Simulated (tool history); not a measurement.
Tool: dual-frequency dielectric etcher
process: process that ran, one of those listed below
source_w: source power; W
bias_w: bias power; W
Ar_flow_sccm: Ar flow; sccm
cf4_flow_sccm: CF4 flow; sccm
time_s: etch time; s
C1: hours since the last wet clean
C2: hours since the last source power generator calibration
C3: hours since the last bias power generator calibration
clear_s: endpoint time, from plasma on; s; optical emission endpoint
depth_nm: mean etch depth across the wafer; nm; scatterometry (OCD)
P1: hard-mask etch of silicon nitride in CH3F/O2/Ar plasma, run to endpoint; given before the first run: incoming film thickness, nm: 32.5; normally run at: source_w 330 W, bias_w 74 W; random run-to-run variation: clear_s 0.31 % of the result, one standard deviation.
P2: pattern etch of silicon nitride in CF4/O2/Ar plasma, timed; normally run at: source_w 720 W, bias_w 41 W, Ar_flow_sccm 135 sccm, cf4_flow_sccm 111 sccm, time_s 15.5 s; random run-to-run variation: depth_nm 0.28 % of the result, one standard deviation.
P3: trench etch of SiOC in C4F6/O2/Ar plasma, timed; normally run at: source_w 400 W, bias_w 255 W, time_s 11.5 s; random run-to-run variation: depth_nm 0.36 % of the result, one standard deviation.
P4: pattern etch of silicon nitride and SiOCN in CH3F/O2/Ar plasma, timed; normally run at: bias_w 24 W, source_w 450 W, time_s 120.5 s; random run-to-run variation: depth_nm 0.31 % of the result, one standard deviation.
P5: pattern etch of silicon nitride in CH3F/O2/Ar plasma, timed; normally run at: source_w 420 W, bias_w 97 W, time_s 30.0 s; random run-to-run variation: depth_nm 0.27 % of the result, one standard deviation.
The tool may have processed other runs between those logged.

{"run": 1, "hour": 14.7, "process": "P1", "source_w": 330, "bias_w": 74, "C1": 304.4, "C2": 1650.0, "C3": 2113.3, "clear_s": 49.879}
{"run": 2, "hour": 23.8, "process": "P1", "source_w": 330, "bias_w": 58, "C1": 313.5, "C2": 1659.1, "C3": 2122.4, "clear_s": 54.325}
{"run": 3, "hour": 40.8, "process": "P2", "source_w": 720, "bias_w": 41, "Ar_flow_sccm": 135, "cf4_flow_sccm": 138, "time_s": 15.5, "C1": 330.5, "C2": 1676.1, "C3": 2139.4, "depth_nm": 39.344}
{"run": 4, "hour": 57.0, "process": "P2", "source_w": 720, "bias_w": 41, "Ar_flow_sccm": 135, "cf4_flow_sccm": 111, "time_s": 15.5, "C1": 346.7, "C2": 1692.3, "C3": 2155.6, "depth_nm": 37.902}
{"run": 5, "hour": 68.9, "process": "P1", "source_w": 390, "bias_w": 74, "C1": 358.6, "C2": 1704.2, "C3": 2167.5, "clear_s": 46.665}
{"run": 6, "hour": 79.1, "process": "P4", "source_w": 450, "bias_w": 24, "time_s": 120.5, "C1": 368.8, "C2": 1714.4, "C3": 2177.7, "depth_nm": 16.47}
{"run": 7, "hour": 90.0, "process": "P2", "source_w": 720, "bias_w": 41, "Ar_flow_sccm": 172, "cf4_flow_sccm": 111, "time_s": 15.5, "C1": 379.7, "C2": 1725.3, "C3": 2188.6, "depth_nm": 36.642}
{"run": 8, "hour": 103.8, "process": "P1", "source_w": 330, "bias_w": 102, "C1": 393.5, "C2": 1739.1, "C3": 2202.4, "clear_s": 44.37}
{"run": 9, "hour": 112.7, "process": "P5", "source_w": 420, "bias_w": 97, "time_s": 30.0, "C1": 402.4, "C2": 1748.0, "C3": 2211.3, "depth_nm": 23.509}
{"run": 10, "hour": 128.6, "process": "P1", "source_w": 330, "bias_w": 74, "C1": 418.3, "C2": 1763.9, "C3": 2227.2, "clear_s": 49.661}
{"run": 11, "hour": 141.5, "process": "P5", "source_w": 420, "bias_w": 97, "time_s": 18.5, "C1": 431.2, "C2": 1776.8, "C3": 2240.1, "depth_nm": 14.514}
{"run": 12, "hour": 149.4, "process": "P1", "source_w": 330, "bias_w": 74, "C1": 439.1, "C2": 1784.7, "C3": 2248.0, "clear_s": 49.742}
{"run": 13, "hour": 163.4, "process": "P1", "source_w": 430, "bias_w": 48, "C1": 453.1, "C2": 1798.7, "C3": 2262.0, "clear_s": 51.838}
{"run": 14, "hour": 173.2, "process": "P2", "source_w": 720, "bias_w": 41, "Ar_flow_sccm": 135, "cf4_flow_sccm": 111, "time_s": 20.0, "C1": 462.9, "C2": 1808.5, "C3": 2271.8, "depth_nm": 48.997}
{"run": 15, "hour": 188.3, "process": "P3", "source_w": 270, "bias_w": 255, "time_s": 11.5, "C1": 478.0, "C2": 1823.6, "C3": 2286.9, "depth_nm": 22.773}
{"run": 16, "hour": 195.9, "process": "P5", "source_w": 550, "bias_w": 97, "time_s": 30.0, "C1": 485.6, "C2": 1831.2, "C3": 2294.5, "depth_nm": 26.05}
{"run": 17, "hour": 208.7, "process": "P2", "source_w": 990, "bias_w": 41, "Ar_flow_sccm": 135, "cf4_flow_sccm": 111, "time_s": 15.5, "C1": 498.4, "C2": 1844.0, "C3": 2307.3, "depth_nm": 50.432}
{"run": 18, "hour": 220.2, "process": "P1", "source_w": 330, "bias_w": 74, "C1": 509.9, "C2": 1855.5, "C3": 2318.8, "clear_s": 49.729}
{"run": 19, "hour": 229.2, "process": "P1", "source_w": 330, "bias_w": 74, "C1": 518.9, "C2": 1864.5, "C3": 2327.8, "clear_s": 49.713}
{"run": 20, "hour": 243.4, "process": "P1", "source_w": 260, "bias_w": 74, "C1": 533.1, "C2": 1878.7, "C3": 2342.0, "clear_s": 54.925}
{"run": 21, "hour": 252.7, "process": "P4", "source_w": 540, "bias_w": 24, "time_s": 120.5, "C1": 542.4, "C2": 1888.0, "C3": 2351.3, "depth_nm": 17.506}
{"run": 22, "hour": 262.3, "process": "P1", "source_w": 330, "bias_w": 74, "C1": 552.0, "C2": 1897.6, "C3": 2360.9, "clear_s": 49.678}
{"run": 23, "hour": 273.9, "process": "P4", "source_w": 450, "bias_w": 24, "time_s": 156.0, "C1": 563.6, "C2": 1909.2, "C3": 2372.5, "depth_nm": 21.441}
{"run": 24, "hour": 282.1, "process": "P3", "source_w": 400, "bias_w": 170, "time_s": 11.5, "C1": 571.8, "C2": 1917.4, "C3": 2380.7, "depth_nm": 23.043}
{"run": 25, "hour": 298.2, "process": "P1", "source_w": 330, "bias_w": 74, "C1": 587.9, "C2": 1933.5, "C3": 2396.8, "clear_s": 50.119}
{"hour": 307.7, "done": "wet clean of the chamber"}
{"run": 26, "hour": 310.9, "process": "P4", "source_w": 450, "bias_w": 19, "time_s": 120.5, "C1": 3.2, "C2": 1946.2, "C3": 2409.5, "depth_nm": 14.988}
{"run": 27, "hour": 318.5, "process": "P3", "source_w": 400, "bias_w": 255, "time_s": 8.5, "C1": 10.8, "C2": 1953.8, "C3": 2417.1, "depth_nm": 19.479}
{"run": 28, "hour": 331.0, "process": "P3", "source_w": 400, "bias_w": 255, "time_s": 11.5, "C1": 23.3, "C2": 1966.3, "C3": 2429.6, "depth_nm": 26.417}
{"run": 29, "hour": 347.5, "process": "P2", "source_w": 720, "bias_w": 51, "Ar_flow_sccm": 135, "cf4_flow_sccm": 111, "time_s": 15.5, "C1": 39.8, "C2": 1982.8, "C3": 2446.1, "depth_nm": 41.07}
{"run": 30, "hour": 355.9, "process": "P3", "source_w": 400, "bias_w": 255, "time_s": 11.5, "C1": 48.2, "C2": 1991.2, "C3": 2454.5, "depth_nm": 26.479}
{"run": 31, "hour": 367.8, "process": "P4", "source_w": 450, "bias_w": 24, "time_s": 120.5, "C1": 60.1, "C2": 2003.1, "C3": 2466.4, "depth_nm": 16.547}
{"run": 32, "hour": 376.5, "process": "P5", "source_w": 420, "bias_w": 118, "time_s": 30.0, "C1": 68.8, "C2": 2011.8, "C3": 2475.1, "depth_nm": 25.361}
{"run": 33, "hour": 386.1, "process": "P1", "source_w": 330, "bias_w": 74, "C1": 78.4, "C2": 2021.4, "C3": 2484.7, "clear_s": 49.792}
{"run": 34, "hour": 394.8, "process": "P1", "source_w": 330, "bias_w": 74, "C1": 87.1, "C2": 2030.1, "C3": 2493.4, "clear_s": 50.067}
{"run": 35, "hour": 403.6, "process": "P1", "source_w": 330, "bias_w": 74, "C1": 95.9, "C2": 2038.9, "C3": 2502.2, "clear_s": 50.381}
{"run": 36, "hour": 420.4, "process": "P1", "source_w": 330, "bias_w": 74, "C1": 112.7, "C2": 2055.7, "C3": 2519.0, "clear_s": 50.213}
{"run": 37, "hour": 437.2, "process": "P1", "source_w": 330, "bias_w": 74, "C1": 129.5, "C2": 2072.5, "C3": 2535.8, "clear_s": 50.702}
{"hour": 443.1, "done": "wet clean of the chamber"}
{"run": 38, "hour": 453.3, "process": "P1", "source_w": 330, "bias_w": 74, "C1": 10.3, "C2": 2088.6, "C3": 2551.9, "clear_s": 50.512}
{"run": 39, "hour": 470.3, "process": "P1", "source_w": 330, "bias_w": 74, "C1": 27.3, "C2": 2105.6, "C3": 2568.9, "clear_s": 50.681}
{"run": 40, "hour": 485.3, "process": "P1", "source_w": 330, "bias_w": 74, "C1": 42.3, "C2": 2120.6, "C3": 2583.9, "clear_s": 50.514}
{"run": 41, "hour": 493.1, "process": "P1", "source_w": 330, "bias_w": 74, "C1": 50.1, "C2": 2128.4, "C3": 2591.7, "clear_s": 50.776}
{"run": 42, "hour": 503.4, "process": "P1", "source_w": 330, "bias_w": 74, "C1": 60.4, "C2": 2138.7, "C3": 2602.0, "clear_s": 50.494}
{"run": 43, "hour": 512.0, "process": "P1", "source_w": 330, "bias_w": 74, "C1": 69.0, "C2": 2147.3, "C3": 2610.6, "clear_s": 50.479}
{"run": 44, "hour": 519.5, "process": "P1", "source_w": 330, "bias_w": 74, "C1": 76.5, "C2": 2154.8, "C3": 2618.1, "clear_s": 50.456}

Something has made what P1 gives creep away from where it was; the 2 causes below, each at its own stated size, fit the log equally well:
A: source power that arrives under what is set, % = 4.01
B: bias power that arrives under what is set, % = 4.33
The drift started at roughly hour 386.1.
Every other cause this tool's parts could produce, and why it does not fit the log:
chamber walls in a state that lowers the etch rate, %: serviced at hour 443.1, which brought nothing back

Which of the 4 check runs listed below separates the causes, so that each cause would produce a clearly different result? Each run uses one wafer, and its results are marked with question marks.
{"run": "check 1", "hour": 527.0, "process": "P4", "source_w": 450, "bias_w": 24, "time_s": 120.5, "depth_nm": "?"}
{"run": "check 2", "hour": 527.0, "process": "P2", "source_w": 720, "bias_w": 41, "Ar_flow_sccm": 135, "cf4_flow_sccm": 111, "time_s": 15.5, "depth_nm": "?"}
{"run": "check 3", "hour": 527.0, "process": "P5", "source_w": 420, "bias_w": 97, "time_s": 30.0, "depth_nm": "?"}
{"run": "check 4", "hour": 527.0, "process": "P3", "source_w": 400, "bias_w": 255, "time_s": 11.5, "depth_nm": "?"}

Outcome of each check run for each possible cause:
check=check_1 result=depth_nm if_A=16.293 if_B=16.201
check=check_2 result=depth_nm if_A=36.700 if_B=37.446
check=check_3 result=depth_nm if_A=23.151 if_B=23.133
check=check_4 result=depth_nm if_A=26.092 if_B=26.109
Smallest distance between any two causes, each pair judged by its most separating result, in per cent: check 1 0.56 %; check 2 2.01 %; check 3 0.08 %; check 4 0.06 %
Check 2 distinguishes between the causes, while the remaining checks would return nearly the same result for all of them.

Check 2 was carried out, with these results: depth_nm 37.425 nm. Which of the listed causes is responsible?

It was cause B: bias power that arrives under what is set, %.
